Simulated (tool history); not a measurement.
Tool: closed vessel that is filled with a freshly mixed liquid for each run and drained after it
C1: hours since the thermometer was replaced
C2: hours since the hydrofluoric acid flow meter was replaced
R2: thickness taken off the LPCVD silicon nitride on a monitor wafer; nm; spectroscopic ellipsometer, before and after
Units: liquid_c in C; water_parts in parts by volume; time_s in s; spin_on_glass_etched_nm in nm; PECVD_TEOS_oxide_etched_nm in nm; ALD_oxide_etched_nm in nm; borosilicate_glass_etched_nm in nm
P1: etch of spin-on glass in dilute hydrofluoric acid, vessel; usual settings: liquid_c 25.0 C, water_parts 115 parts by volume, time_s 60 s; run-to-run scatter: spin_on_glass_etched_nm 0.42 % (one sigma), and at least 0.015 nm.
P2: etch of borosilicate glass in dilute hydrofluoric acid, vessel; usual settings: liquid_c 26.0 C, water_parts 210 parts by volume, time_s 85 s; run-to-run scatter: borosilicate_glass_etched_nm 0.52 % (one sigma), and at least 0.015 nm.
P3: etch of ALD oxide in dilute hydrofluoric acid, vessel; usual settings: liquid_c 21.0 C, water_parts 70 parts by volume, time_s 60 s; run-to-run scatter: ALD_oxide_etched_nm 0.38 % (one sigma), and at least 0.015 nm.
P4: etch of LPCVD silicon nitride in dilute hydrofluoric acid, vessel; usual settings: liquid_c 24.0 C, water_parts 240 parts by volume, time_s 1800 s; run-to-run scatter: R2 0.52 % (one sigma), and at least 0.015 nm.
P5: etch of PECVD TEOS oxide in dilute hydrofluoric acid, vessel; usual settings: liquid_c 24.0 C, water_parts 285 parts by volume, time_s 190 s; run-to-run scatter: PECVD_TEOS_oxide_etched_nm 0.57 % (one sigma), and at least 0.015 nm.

Run 1, day 0.308: process P1, liquid_c 25.0 C, water_parts 115 parts by volume, time_s 60 s; C1 712.0; C2 714.0. Result: spin_on_glass_etched_nm 21.3240 nm.
Run 2, day 0.646: process P1, liquid_c 25.0 C, water_parts 115 parts by volume, time_s 60 s; C1 720.1; C2 722.1. Result: spin_on_glass_etched_nm 21.3420 nm.
Run 3, day 0.871: process P4, liquid_c 24.0 C, water_parts 240 parts by volume, time_s 1800 s; C1 725.5; C2 727.5. Result: R2 3.9566 nm.
Run 4, day 1.204: process P5, liquid_c 19.0 C, water_parts 285 parts by volume, time_s 190 s; C1 733.5; C2 735.5. Result: PECVD_TEOS_oxide_etched_nm 10.3900 nm.
Run 5, day 1.538: process P3, liquid_c 17.0 C, water_parts 70 parts by volume, time_s 60 s; C1 741.5; C2 743.5. Result: ALD_oxide_etched_nm 8.0823 nm.
At day 1.946: thermometer replaced.
Run 6, day 1.958: process P2, liquid_c 20.5 C, water_parts 210 parts by volume, time_s 85 s; C1 0.4; C2 753.6. Result: borosilicate_glass_etched_nm 9.7687 nm.
Run 7, day 2.325: process P4, liquid_c 24.0 C, water_parts 325 parts by volume, time_s 1800 s; C1 9.2; C2 762.4. Result: R2 2.9407 nm.
Run 8, day 2.521: process P5, liquid_c 24.0 C, water_parts 285 parts by volume, time_s 190 s; C1 13.9; C2 767.1. Result: PECVD_TEOS_oxide_etched_nm 12.6740 nm.
Run 9, day 2.729: process P1, liquid_c 19.0 C, water_parts 115 parts by volume, time_s 30 s; C1 18.9; C2 772.1. Result: spin_on_glass_etched_nm 8.5227 nm.
Run 10, day 3.017: process P4, liquid_c 24.0 C, water_parts 240 parts by volume, time_s 3470 s; C1 25.8; C2 779.0. Result: R2 7.5942 nm.
Run 11, day 3.404: process P1, liquid_c 25.0 C, water_parts 115 parts by volume, time_s 60 s; C1 35.1; C2 788.3. Result: spin_on_glass_etched_nm 21.5030 nm.
Run 12, day 3.721: process P5, liquid_c 24.0 C, water_parts 455 parts by volume, time_s 190 s; C1 42.7; C2 795.9. Result: PECVD_TEOS_oxide_etched_nm 6.6789 nm.
Run 13, day 4.100: process P1, liquid_c 32.5 C, water_parts 115 parts by volume, time_s 60 s; C1 51.8; C2 805.0. Result: spin_on_glass_etched_nm 28.3990 nm.
Run 14, day 4.525: process P1, liquid_c 25.0 C, water_parts 115 parts by volume, time_s 60 s; C1 62.0; C2 815.2. Result: spin_on_glass_etched_nm 21.2580 nm.
Run 15, day 4.767: process P3, liquid_c 21.0 C, water_parts 70 parts by volume, time_s 60 s; C1 67.8; C2 821.0. Result: ALD_oxide_etched_nm 9.5827 nm.
Run 16, day 5.117: process P3, liquid_c 21.0 C, water_parts 70 parts by volume, time_s 100 s; C1 76.2; C2 829.4. Result: ALD_oxide_etched_nm 15.9620 nm.
Run 17, day 5.525: process P3, liquid_c 21.0 C, water_parts 70 parts by volume, time_s 60 s; C1 86.0; C2 839.2. Result: ALD_oxide_etched_nm 9.6241 nm.
Run 18, day 5.746: process P1, liquid_c 25.0 C, water_parts 115 parts by volume, time_s 30 s; C1 91.3; C2 844.5. Result: spin_on_glass_etched_nm 10.7440 nm.
Run 19, day 6.162: process P4, liquid_c 31.5 C, water_parts 240 parts by volume, time_s 1800 s; C1 101.3; C2 854.5. Result: R2 6.1926 nm.
Run 20, day 6.425: process P4, liquid_c 24.0 C, water_parts 240 parts by volume, time_s 1800 s; C1 107.6; C2 860.8. Result: R2 3.9418 nm.
Run 21, day 6.671: process P5, liquid_c 24.0 C, water_parts 285 parts by volume, time_s 310 s; C1 113.5; C2 866.7. Result: PECVD_TEOS_oxide_etched_nm 20.2640 nm.
Run 22, day 7.104: process P1, liquid_c 25.0 C, water_parts 170 parts by volume, time_s 60 s; C1 123.9; C2 877.1. Result: spin_on_glass_etched_nm 13.6920 nm.
Run 23, day 7.346: process P2, liquid_c 26.0 C, water_parts 210 parts by volume, time_s 30 s; C1 129.7; C2 882.9. Result: borosilicate_glass_etched_nm 4.2292 nm.
Run 24, day 7.762: process P1, liquid_c 19.0 C, water_parts 115 parts by volume, time_s 60 s; C1 139.7; C2 892.9. Result: spin_on_glass_etched_nm 16.8660 nm.
Run 25, day 8.046: process P2, liquid_c 26.0 C, water_parts 210 parts by volume, time_s 85 s; C1 146.5; C2 899.7. Result: borosilicate_glass_etched_nm 12.0830 nm.
Run 26, day 8.317: process P2, liquid_c 26.0 C, water_parts 210 parts by volume, time_s 85 s; C1 153.0; C2 906.2. Result: borosilicate_glass_etched_nm 11.8840 nm.
Run 27, day 8.758: process P3, liquid_c 21.0 C, water_parts 115 parts by volume, time_s 60 s; C1 163.6; C2 916.8. Result: ALD_oxide_etched_nm 5.5865 nm.
Run 28, day 9.129: process P2, liquid_c 26.0 C, water_parts 365 parts by volume, time_s 85 s; C1 172.5; C2 925.7. Result: borosilicate_glass_etched_nm 5.9178 nm.
Run 29, day 9.396: process P1, liquid_c 25.0 C, water_parts 115 parts by volume, time_s 100 s; C1 178.9; C2 932.1. Result: spin_on_glass_etched_nm 35.6820 nm.
Run 30, day 9.771: process P1, liquid_c 25.0 C, water_parts 60 parts by volume, time_s 60 s; C1 187.9; C2 941.1. Result: spin_on_glass_etched_nm 44.3490 nm.
Run 31, day 9.979: process P1, liquid_c 25.0 C, water_parts 115 parts by volume, time_s 60 s; C1 192.9; C2 946.1. Result: spin_on_glass_etched_nm 21.3340 nm.
Run 32, day 10.317: process P1, liquid_c 25.0 C, water_parts 115 parts by volume, time_s 60 s; C1 201.0; C2 954.2. Result: spin_on_glass_etched_nm 21.4590 nm.
Run 33, day 10.675: process P1, liquid_c 25.0 C, water_parts 115 parts by volume, time_s 60 s; C1 209.6; C2 962.8. Result: spin_on_glass_etched_nm 21.0120 nm.
Run 34, day 11.067: process P1, liquid_c 25.0 C, water_parts 115 parts by volume, time_s 60 s; C1 219.0; C2 972.2. Result: spin_on_glass_etched_nm 20.6150 nm.
Run 35, day 11.342: process P1, liquid_c 25.0 C, water_parts 115 parts by volume, time_s 60 s; C1 225.6; C2 978.8. Result: spin_on_glass_etched_nm 20.5990 nm.
Run 36, day 11.746: process P1, liquid_c 25.0 C, water_parts 115 parts by volume, time_s 60 s; C1 235.3; C2 988.5. Result: spin_on_glass_etched_nm 20.4990 nm.
Run 37, day 12.104: process P1, liquid_c 25.0 C, water_parts 115 parts by volume, time_s 60 s; C1 243.9; C2 997.1. Result: spin_on_glass_etched_nm 20.2600 nm.
Run 38, day 12.433: process P1, liquid_c 25.0 C, water_parts 115 parts by volume, time_s 60 s; C1 251.8; C2 1005.0. Result: spin_on_glass_etched_nm 20.3390 nm.
Run 39, day 12.850: process P1, liquid_c 25.0 C, water_parts 115 parts by volume, time_s 60 s; C1 261.8; C2 1015.0. Result: spin_on_glass_etched_nm 20.0530 nm.
Run 40, day 13.208: process P1, liquid_c 25.0 C, water_parts 115 parts by volume, time_s 60 s; C1 270.4; C2 1023.6. Result: spin_on_glass_etched_nm 20.4020 nm.
Run 41, day 13.508: process P1, liquid_c 25.0 C, water_parts 115 parts by volume, time_s 60 s; C1 277.6; C2 1030.8. Result: spin_on_glass_etched_nm 19.9560 nm.
Run 42, day 13.896: process P1, liquid_c 25.0 C, water_parts 115 parts by volume, time_s 60 s; C1 286.9; C2 1040.1. Result: spin_on_glass_etched_nm 20.0600 nm.
Run 43, day 14.108: process P1, liquid_c 25.0 C, water_parts 115 parts by volume, time_s 60 s; C1 292.0; C2 1045.2. Result: spin_on_glass_etched_nm 20.0880 nm.

What P1 gives has crept away from where it was. These 2 causes fit the log equally well, each at the size given:
A: hydrofluoric acid flow below the setpoint (%) = 5.27
B: liquid colder than its thermometer reads (K) = 1.59
The creep began at about day 10.317.

4 check runs are offered, one wafer each, their results left as question marks. Which one tells the causes apart?
Run check 1, day 14.321: process P5, liquid_c 24.0 C, water_parts 285 parts by volume, time_s 190 s. Result: PECVD_TEOS_oxide_etched_nm ?.
Run check 2, day 14.321: process P2, liquid_c 26.0 C, water_parts 210 parts by volume, time_s 85 s. Result: borosilicate_glass_etched_nm ?.
Run check 3, day 14.321: process P4, liquid_c 24.0 C, water_parts 240 parts by volume, time_s 1800 s. Result: R2 ?.
Run check 4, day 14.321: process P3, liquid_c 21.0 C, water_parts 70 parts by volume, time_s 60 s. Result: ALD_oxide_etched_nm ?.

What each check would give under each cause:
  check                        result     if A     if B
check 1    PECVD_TEOS_oxide_etched_nm  11.6860  11.8430
check 2  borosilicate_glass_etched_nm  11.1740  11.2800
check 3                            R2   3.7523   3.5829
check 4           ALD_oxide_etched_nm   9.0403   8.9704
How far apart the two closest causes lie, in the result that separates them most: check 1 1.34 %; check 2 0.94 %; check 3 4.62 %; check 4 0.78 %
Only check 3 tells the causes apart: in the others they would give nearly the same result.

Check 3 was then run and gave: R2 3.7718 nm. Which cause is it?

It is A: hydrofluoric acid flow below the setpoint (%).

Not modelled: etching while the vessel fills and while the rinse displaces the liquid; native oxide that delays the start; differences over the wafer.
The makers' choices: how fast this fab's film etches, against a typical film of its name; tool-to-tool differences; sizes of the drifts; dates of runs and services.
